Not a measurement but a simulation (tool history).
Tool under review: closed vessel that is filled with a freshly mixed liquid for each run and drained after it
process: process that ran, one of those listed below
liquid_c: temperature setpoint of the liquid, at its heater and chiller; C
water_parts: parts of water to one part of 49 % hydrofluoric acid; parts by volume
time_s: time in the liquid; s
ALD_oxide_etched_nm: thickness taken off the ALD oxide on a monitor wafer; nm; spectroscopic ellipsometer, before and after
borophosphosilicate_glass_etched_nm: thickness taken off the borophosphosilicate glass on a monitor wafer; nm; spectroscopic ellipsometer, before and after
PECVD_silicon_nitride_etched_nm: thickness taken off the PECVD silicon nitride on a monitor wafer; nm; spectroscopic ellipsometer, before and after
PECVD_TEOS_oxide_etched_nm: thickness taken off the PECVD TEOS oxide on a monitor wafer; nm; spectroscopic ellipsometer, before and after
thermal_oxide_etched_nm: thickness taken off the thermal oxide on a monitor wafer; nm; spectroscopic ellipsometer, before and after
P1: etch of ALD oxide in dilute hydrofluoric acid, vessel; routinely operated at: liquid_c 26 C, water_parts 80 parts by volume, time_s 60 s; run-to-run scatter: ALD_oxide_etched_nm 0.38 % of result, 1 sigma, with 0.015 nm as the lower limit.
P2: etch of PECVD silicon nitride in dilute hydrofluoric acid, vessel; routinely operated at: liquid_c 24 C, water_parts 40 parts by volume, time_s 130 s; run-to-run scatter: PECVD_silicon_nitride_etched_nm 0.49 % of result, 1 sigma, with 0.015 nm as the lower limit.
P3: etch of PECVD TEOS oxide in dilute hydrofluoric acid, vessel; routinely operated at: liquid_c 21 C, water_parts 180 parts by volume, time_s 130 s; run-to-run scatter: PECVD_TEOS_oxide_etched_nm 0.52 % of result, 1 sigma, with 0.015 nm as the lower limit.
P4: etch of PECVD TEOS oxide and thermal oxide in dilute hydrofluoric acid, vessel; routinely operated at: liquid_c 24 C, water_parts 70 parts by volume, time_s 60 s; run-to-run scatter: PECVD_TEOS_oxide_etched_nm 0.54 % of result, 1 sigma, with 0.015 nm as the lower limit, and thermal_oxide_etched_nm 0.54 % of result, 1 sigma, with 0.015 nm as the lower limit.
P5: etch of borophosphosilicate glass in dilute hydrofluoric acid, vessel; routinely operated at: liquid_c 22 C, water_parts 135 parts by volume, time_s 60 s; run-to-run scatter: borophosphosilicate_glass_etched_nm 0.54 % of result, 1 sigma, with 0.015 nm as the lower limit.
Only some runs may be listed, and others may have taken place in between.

| run | day | process | liquid_c | water_parts | time_s | hours since the thermometer was replaced | hours since the hydrofluoric acid flow meter was replaced | ALD_oxide_etched_nm | borophosphosilicate_glass_etched_nm | PECVD_silicon_nitride_etched_nm | PECVD_TEOS_oxide_etched_nm | thermal_oxide_etched_nm |
|---|---|---|---|---|---|---|---|---|---|---|---|---|
| 1 | 0.133 | P1 | 26 | 80 | 60 | 711.9 | 197 | 26.031 |  |  |  |  |
| 2 | 0.262 | P5 | 22 | 135 | 60 | 715 | 200.1 |  | 28.974 |  |  |  |
| 3 | 0.358 | P5 | 22 | 135 | 95 | 717.3 | 202.4 |  | 45.766 |  |  |  |
| 4 | 0.55 | P2 | 17 | 40 | 130 | 721.9 | 207 |  |  | 6.0039 |  |  |
| 5 | 0.658 | P3 | 21 | 285 | 130 | 724.5 | 209.6 |  |  |  | 3.6498 |  |
| 6 | 0.758 | P3 | 17 | 180 | 130 | 726.9 | 212 |  |  |  | 5.4353 |  |
| 7 | 0.912 | P2 | 24 | 40 | 130 | 730.6 | 215.7 |  |  | 9.7912 |  |  |
| 8 | 1.012 | P1 | 26 | 80 | 60 | 733 | 218.1 | 26.098 |  |  |  |  |
| 9 | 1.171 | P5 | 22 | 185 | 60 | 736.8 | 221.9 |  | 19.871 |  |  |  |
| 10 | 1.367 | P1 | 26 | 80 | 60 | 741.5 | 226.6 | 26.117 |  |  |  |  |
| 11 | 1.554 | P1 | 26 | 80 | 60 | 746 | 231.1 | 26.344 |  |  |  |  |
| 12 | 1.712 | P1 | 31.5 | 80 | 60 | 749.8 | 234.9 | 32.335 |  |  |  |  |
| 13 | 1.812 | P1 | 26 | 80 | 60 | 752.2 | 237.3 | 26.025 |  |  |  |  |
| 14 | 1.988 | P1 | 26 | 140 | 30 | 756.4 | 241.5 | 6.9298 |  |  |  |  |
| 15 | 2.138 | P1 | 26 | 50 | 60 | 760 | 245.1 | 43.734 |  |  |  |  |
|  | 2.217 | thermometer replaced |
| 16 | 2.321 | P1 | 26 | 80 | 120 | 2.5 | 249.5 | 52.447 |  |  |  |  |
| 17 | 2.471 | P4 | 24 | 40 | 60 | 6.1 | 253.1 |  |  |  | 13.476 | 7.9194 |
| 18 | 2.596 | P3 | 21 | 180 | 200 | 9.1 | 256.1 |  |  |  | 9.8268 |  |
| 19 | 2.696 | P3 | 21 | 180 | 130 | 11.5 | 258.5 |  |  |  | 6.4137 |  |
| 20 | 2.821 | P1 | 21.5 | 80 | 60 | 14.5 | 261.5 | 21.981 |  |  |  |  |
| 21 | 3.017 | P1 | 26 | 145 | 95 | 19.2 | 266.2 | 21.06 |  |  |  |  |
| 22 | 3.208 | P1 | 26 | 80 | 60 | 23.8 | 270.8 | 26.229 |  |  |  |  |
| 23 | 3.312 | P2 | 24 | 40 | 30 | 26.3 | 273.3 |  |  | 2.2758 |  |  |
| 24 | 3.442 | P2 | 24 | 60 | 130 | 29.4 | 276.4 |  |  | 6.5775 |  |  |
| 25 | 3.608 | P1 | 26 | 140 | 60 | 33.4 | 280.4 | 13.781 |  |  |  |  |
| 26 | 3.746 | P4 | 24 | 70 | 30 | 36.7 | 283.7 |  |  |  | 3.745 | 2.1937 |
| 27 | 3.946 | P4 | 20 | 70 | 60 | 41.5 | 288.5 |  |  |  | 6.2092 | 3.6744 |
| 28 | 4.108 | P5 | 22 | 135 | 60 | 45.4 | 292.4 |  | 28.662 |  |  |  |
| 29 | 4.208 | P1 | 26 | 80 | 30 | 47.8 | 294.8 | 13.057 |  |  |  |  |
| 30 | 4.3 | P5 | 30 | 135 | 60 | 50 | 297 |  | 38.808 |  |  |  |
| 31 | 4.421 | P2 | 24 | 40 | 130 | 52.9 | 299.9 |  |  | 9.792 |  |  |
| 32 | 4.579 | P1 | 18.5 | 35 | 60 | 56.7 | 303.7 | 46.174 |  |  |  |  |
| 33 | 4.675 | P4 | 24 | 70 | 60 | 59 | 306 |  |  |  | 7.3981 | 4.3802 |
| 34 | 4.812 | P1 | 26 | 80 | 60 | 62.3 | 309.3 | 26.161 |  |  |  |  |
| 35 | 4.933 | P1 | 26 | 80 | 60 | 65.2 | 312.2 | 26.657 |  |  |  |  |
| 36 | 5.042 | P1 | 26 | 80 | 60 | 67.8 | 314.8 | 26.952 |  |  |  |  |
| 37 | 5.167 | P1 | 26 | 80 | 60 | 70.8 | 317.8 | 26.97 |  |  |  |  |
| 38 | 5.358 | P1 | 26 | 80 | 60 | 75.4 | 322.4 | 27.291 |  |  |  |  |
| 39 | 5.492 | P1 | 26 | 80 | 60 | 78.6 | 325.6 | 27.472 |  |  |  |  |
| 40 | 5.696 | P1 | 26 | 80 | 60 | 83.5 | 330.5 | 27.495 |  |  |  |  |
| 41 | 5.846 | P1 | 26 | 80 | 60 | 87.1 | 334.1 | 27.845 |  |  |  |  |
| 42 | 6.058 | P1 | 26 | 80 | 60 | 92.2 | 339.2 | 27.574 |  |  |  |  |
| 43 | 6.167 | P1 | 26 | 80 | 60 | 94.8 | 341.8 | 27.57 |  |  |  |  |
| 44 | 6.288 | P1 | 26 | 80 | 60 | 97.7 | 344.7 | 27.852 |  |  |  |  |
| 45 | 6.5 | P1 | 26 | 80 | 60 | 102.8 | 349.8 | 27.936 |  |  |  |  |

The output of P1 has drifted from where it used to be. Each of the 2 causes below, taken at the size shown beside it, accounts for the log equally well:
A: hydrofluoric acid flow above the setpoint (%) = 5.44
B: liquid hotter than its thermometer reads (K) = 1.49
The drift started at roughly day 4.812.

Listed below are the offered check runs, one wafer per run, with question marks in place of results. For which of them would the causes give clearly different outcomes?
| check 1 | 6.712 | P2 | 17 | 40 | 130 |  |  |  |  | ? |  |  |
| check 2 | 6.712 | P3 | 17 | 180 | 185 |  |  |  |  |  | ? |  |
| check 3 | 6.712 | P5 | 22 | 180 | 60 |  |  |  | ? |  |  |  |
| check 4 | 6.712 | P4 | 24 | 70 | 30 |  |  |  |  |  | ? | ? |

Predicted outcomes, by check and by cause:
| check | result | if A | if B |
|---|---|---|---|
| check 1 | PECVD_silicon_nitride_etched_nm | 6.3413 | 6.6978 |
| check 2 | PECVD_TEOS_oxide_etched_nm | 8.224 | 8.2066 |
| check 3 | borophosphosilicate_glass_etched_nm | 21.752 | 21.616 |
| check 4 | PECVD_TEOS_oxide_etched_nm | 3.9272 | 3.9366 |
| check 4 | thermal_oxide_etched_nm | 2.3115 | 2.317 |
Gap, in per cent, between the two causes that each check separates least, read from the result that separates them most: check 1 5.47 %; check 2 0.21 %; check 3 0.63 %; check 4 0.24 %
Only check 1 tells the causes apart: in the others they would give nearly the same result.

After running check 1, the following was obtained: PECVD_silicon_nitride_etched_nm 6.3852 nm. Which cause does this point to?

A is the cause: hydrofluoric acid flow above the setpoint (%).
